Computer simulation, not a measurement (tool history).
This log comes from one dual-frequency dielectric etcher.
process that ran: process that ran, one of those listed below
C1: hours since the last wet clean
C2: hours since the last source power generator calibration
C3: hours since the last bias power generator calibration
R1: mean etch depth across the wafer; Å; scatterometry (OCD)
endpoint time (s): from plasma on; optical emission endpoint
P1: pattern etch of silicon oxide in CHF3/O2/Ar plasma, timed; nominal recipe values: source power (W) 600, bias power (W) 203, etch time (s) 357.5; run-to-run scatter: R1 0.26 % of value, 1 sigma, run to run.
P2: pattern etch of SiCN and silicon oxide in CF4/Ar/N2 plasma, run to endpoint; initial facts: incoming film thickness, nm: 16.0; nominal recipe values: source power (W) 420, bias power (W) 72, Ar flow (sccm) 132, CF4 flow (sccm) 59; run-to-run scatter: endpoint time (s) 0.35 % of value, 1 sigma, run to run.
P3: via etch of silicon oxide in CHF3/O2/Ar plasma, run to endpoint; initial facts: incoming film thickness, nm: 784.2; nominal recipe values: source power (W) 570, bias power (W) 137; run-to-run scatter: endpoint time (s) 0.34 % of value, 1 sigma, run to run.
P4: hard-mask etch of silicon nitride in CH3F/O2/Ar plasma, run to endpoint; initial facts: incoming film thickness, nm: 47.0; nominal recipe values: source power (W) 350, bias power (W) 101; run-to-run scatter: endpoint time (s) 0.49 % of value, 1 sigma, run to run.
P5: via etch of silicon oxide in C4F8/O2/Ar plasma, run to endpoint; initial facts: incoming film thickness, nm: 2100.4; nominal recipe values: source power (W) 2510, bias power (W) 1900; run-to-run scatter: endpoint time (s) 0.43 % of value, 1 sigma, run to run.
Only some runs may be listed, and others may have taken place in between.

{"run": 1, "hour": 5.8, "process that ran": "P1", "source power (W)": 600, "bias power (W)": 203, "etch time (s)": 357.5, "C1": 184.5, "C2": 1412.4, "C3": 1460.6, "R1": 7265.1}
{"run": 2, "hour": 13.8, "process that ran": "P1", "source power (W)": 400, "bias power (W)": 203, "etch time (s)": 357.5, "C1": 192.5, "C2": 1420.4, "C3": 1468.6, "R1": 6229.0}
{"run": 3, "hour": 21.2, "process that ran": "P3", "source power (W)": 570, "bias power (W)": 137, "C1": 199.9, "C2": 1427.8, "C3": 1476.0, "endpoint time (s)": 438.87}
{"run": 4, "hour": 26.7, "process that ran": "P4", "source power (W)": 350, "bias power (W)": 101, "C1": 205.4, "C2": 1433.3, "C3": 1481.5, "endpoint time (s)": 63.573}
{"run": 5, "hour": 31.9, "process that ran": "P3", "source power (W)": 570, "bias power (W)": 137, "C1": 210.6, "C2": 1438.5, "C3": 1486.7, "endpoint time (s)": 437.19}
{"run": 6, "hour": 35.6, "process that ran": "P2", "source power (W)": 340, "bias power (W)": 72, "Ar flow (sccm)": 132, "CF4 flow (sccm)": 59, "C1": 214.3, "C2": 1442.2, "C3": 1490.4, "endpoint time (s)": 24.204}
{"run": 7, "hour": 43.0, "process that ran": "P5", "source power (W)": 2510, "bias power (W)": 1900, "C1": 221.7, "C2": 1449.6, "C3": 1497.8, "endpoint time (s)": 368.63}
{"run": 8, "hour": 49.6, "process that ran": "P1", "source power (W)": 600, "bias power (W)": 267, "etch time (s)": 357.5, "C1": 228.3, "C2": 1456.2, "C3": 1504.4, "R1": 7992.9}
{"run": 9, "hour": 54.2, "process that ran": "P2", "source power (W)": 420, "bias power (W)": 44, "Ar flow (sccm)": 132, "CF4 flow (sccm)": 59, "C1": 232.9, "C2": 1460.8, "C3": 1509.0, "endpoint time (s)": 23.827}
{"run": 10, "hour": 62.2, "process that ran": "P5", "source power (W)": 2510, "bias power (W)": 2659, "C1": 240.9, "C2": 1468.8, "C3": 1517.0, "endpoint time (s)": 337.05}
{"run": 11, "hour": 68.3, "process that ran": "P1", "source power (W)": 600, "bias power (W)": 203, "etch time (s)": 357.5, "C1": 247.0, "C2": 1474.9, "C3": 1523.1, "R1": 7240.9}
{"run": 12, "hour": 75.8, "process that ran": "P1", "source power (W)": 790, "bias power (W)": 203, "etch time (s)": 357.5, "C1": 254.5, "C2": 1482.4, "C3": 1530.6, "R1": 8044.4}
{"run": 13, "hour": 81.0, "process that ran": "P2", "source power (W)": 420, "bias power (W)": 72, "Ar flow (sccm)": 132, "CF4 flow (sccm)": 59, "C1": 259.7, "C2": 1487.6, "C3": 1535.8, "endpoint time (s)": 19.949}
{"run": 14, "hour": 87.8, "process that ran": "P1", "source power (W)": 600, "bias power (W)": 203, "etch time (s)": 357.5, "C1": 266.5, "C2": 1494.4, "C3": 1542.6, "R1": 7248.5}
{"run": 15, "hour": 94.7, "process that ran": "P3", "source power (W)": 350, "bias power (W)": 137, "C1": 273.4, "C2": 1501.3, "C3": 1549.5, "endpoint time (s)": 528.36}
{"run": 16, "hour": 101.1, "process that ran": "P1", "source power (W)": 600, "bias power (W)": 203, "etch time (s)": 469.5, "C1": 279.8, "C2": 1507.7, "C3": 1555.9, "R1": 9556.4}
{"run": 17, "hour": 107.4, "process that ran": "P1", "source power (W)": 600, "bias power (W)": 203, "etch time (s)": 357.5, "C1": 286.1, "C2": 1514.0, "C3": 1562.2, "R1": 7244.2}
{"run": 18, "hour": 115.8, "process that ran": "P1", "source power (W)": 600, "bias power (W)": 203, "etch time (s)": 357.5, "C1": 294.5, "C2": 1522.4, "C3": 1570.6, "R1": 7265.3}
{"run": 19, "hour": 121.2, "process that ran": "P2", "source power (W)": 420, "bias power (W)": 72, "Ar flow (sccm)": 132, "CF4 flow (sccm)": 80, "C1": 299.9, "C2": 1527.8, "C3": 1576.0, "endpoint time (s)": 19.184}
{"run": 20, "hour": 129.7, "process that ran": "P4", "source power (W)": 350, "bias power (W)": 101, "C1": 308.4, "C2": 1536.3, "C3": 1584.5, "endpoint time (s)": 63.458}
{"run": 21, "hour": 134.2, "process that ran": "P5", "source power (W)": 3440, "bias power (W)": 1900, "C1": 312.9, "C2": 1540.8, "C3": 1589.0, "endpoint time (s)": 325.76}
{"run": 22, "hour": 139.5, "process that ran": "P2", "source power (W)": 420, "bias power (W)": 72, "Ar flow (sccm)": 96, "CF4 flow (sccm)": 59, "C1": 318.2, "C2": 1546.1, "C3": 1594.3, "endpoint time (s)": 19.122}

The next listed run, before its measurement:
{"run": 23, "hour": 146.4, "process that ran": "P4", "source power (W)": 350, "bias power (W)": 68, "C1": 325.1, "C2": 1553.0, "C3": 1601.2, "endpoint time (s)": "?"}

endpoint time (s): 72.365
